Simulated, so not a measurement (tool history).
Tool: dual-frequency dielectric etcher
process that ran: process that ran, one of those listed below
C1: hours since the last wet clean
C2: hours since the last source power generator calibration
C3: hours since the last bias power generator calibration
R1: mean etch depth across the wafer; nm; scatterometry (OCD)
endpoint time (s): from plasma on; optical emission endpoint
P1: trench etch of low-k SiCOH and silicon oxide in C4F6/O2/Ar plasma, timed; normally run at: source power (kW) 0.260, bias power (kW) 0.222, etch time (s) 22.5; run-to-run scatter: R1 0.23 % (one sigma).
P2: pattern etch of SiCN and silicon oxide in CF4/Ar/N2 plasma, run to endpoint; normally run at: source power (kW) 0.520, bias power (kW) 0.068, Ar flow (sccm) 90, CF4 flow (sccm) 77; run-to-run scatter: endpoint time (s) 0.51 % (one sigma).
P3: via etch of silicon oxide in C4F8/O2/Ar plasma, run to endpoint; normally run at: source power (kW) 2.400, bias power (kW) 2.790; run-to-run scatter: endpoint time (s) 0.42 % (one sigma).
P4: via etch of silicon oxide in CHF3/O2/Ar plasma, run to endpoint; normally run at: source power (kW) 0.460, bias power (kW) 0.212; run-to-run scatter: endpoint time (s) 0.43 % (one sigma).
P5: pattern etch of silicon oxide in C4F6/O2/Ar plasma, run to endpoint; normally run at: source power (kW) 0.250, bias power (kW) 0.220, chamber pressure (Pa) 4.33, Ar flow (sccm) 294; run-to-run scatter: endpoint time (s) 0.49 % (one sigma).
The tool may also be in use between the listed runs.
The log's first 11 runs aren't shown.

Run 12, hour 95.1: process that ran P1, source power (kW) 0.260, bias power (kW) 0.155, etch time (s) 12.5; C1 155.6; C2 1506.3; C3 711.2. Result: R1 30.555 nm.
Run 13, hour 106.0: process that ran P5, source power (kW) 0.250, bias power (kW) 0.220, chamber pressure (Pa) 3.53, Ar flow (sccm) 294; C1 166.5; C2 1517.2; C3 722.1. Result: endpoint time (s) 15.752.
Run 14, hour 116.2: process that ran P3, source power (kW) 1.510, bias power (kW) 2.790; C1 176.7; C2 1527.4; C3 732.3. Result: endpoint time (s) 386.070.
Run 15, hour 122.7: process that ran P2, source power (kW) 0.700, bias power (kW) 0.068, Ar flow (sccm) 90, CF4 flow (sccm) 77; C1 183.2; C2 1533.9; C3 738.8. Result: endpoint time (s) 10.639.
Run 16, hour 130.8: process that ran P1, source power (kW) 0.260, bias power (kW) 0.222, etch time (s) 22.5; C1 191.3; C2 1542.0; C3 746.9. Result: R1 62.085 nm.
Run 17, hour 139.2: process that ran P1, source power (kW) 0.260, bias power (kW) 0.281, etch time (s) 22.5; C1 199.7; C2 1550.4; C3 755.3. Result: R1 67.451 nm.
Run 18, hour 145.3: process that ran P1, source power (kW) 0.260, bias power (kW) 0.222, etch time (s) 32.0; C1 205.8; C2 1556.5; C3 761.4. Result: R1 88.233 nm.
Run 19, hour 150.8: process that ran P1, source power (kW) 0.260, bias power (kW) 0.222, etch time (s) 22.5; C1 211.3; C2 1562.0; C3 766.9. Result: R1 61.874 nm.
Run 20, hour 161.4: process that ran P1, source power (kW) 0.260, bias power (kW) 0.222, etch time (s) 12.5; C1 221.9; C2 1572.6; C3 777.5. Result: R1 34.497 nm.
Run 21, hour 168.2: process that ran P2, source power (kW) 0.520, bias power (kW) 0.068, Ar flow (sccm) 116, CF4 flow (sccm) 77; C1 228.7; C2 1579.4; C3 784.3. Result: endpoint time (s) 14.329.
Run 22, hour 179.0: process that ran P5, source power (kW) 0.250, bias power (kW) 0.298, chamber pressure (Pa) 4.33, Ar flow (sccm) 294; C1 239.5; C2 1590.2; C3 795.1. Result: endpoint time (s) 14.274.
Run 23, hour 188.7: process that ran P3, source power (kW) 2.400, bias power (kW) 3.720; C1 249.2; C2 1599.9; C3 804.8. Result: endpoint time (s) 292.950.
Run 24, hour 193.5: process that ran P5, source power (kW) 0.250, bias power (kW) 0.220, chamber pressure (Pa) 4.33, Ar flow (sccm) 398; C1 254.0; C2 1604.7; C3 809.6. Result: endpoint time (s) 16.596.
Run 25, hour 203.5: process that ran P4, source power (kW) 0.370, bias power (kW) 0.212; C1 264.0; C2 1614.7; C3 819.6. Result: endpoint time (s) 303.700.

The next listed run, before its measurement:
Run 26, hour 211.3: process that ran P5, source power (kW) 0.250, bias power (kW) 0.220, chamber pressure (Pa) 4.33, Ar flow (sccm) 294; C1 271.8; C2 1622.5; C3 827.4. Result: endpoint time (s) ?.

endpoint time (s): 15.998

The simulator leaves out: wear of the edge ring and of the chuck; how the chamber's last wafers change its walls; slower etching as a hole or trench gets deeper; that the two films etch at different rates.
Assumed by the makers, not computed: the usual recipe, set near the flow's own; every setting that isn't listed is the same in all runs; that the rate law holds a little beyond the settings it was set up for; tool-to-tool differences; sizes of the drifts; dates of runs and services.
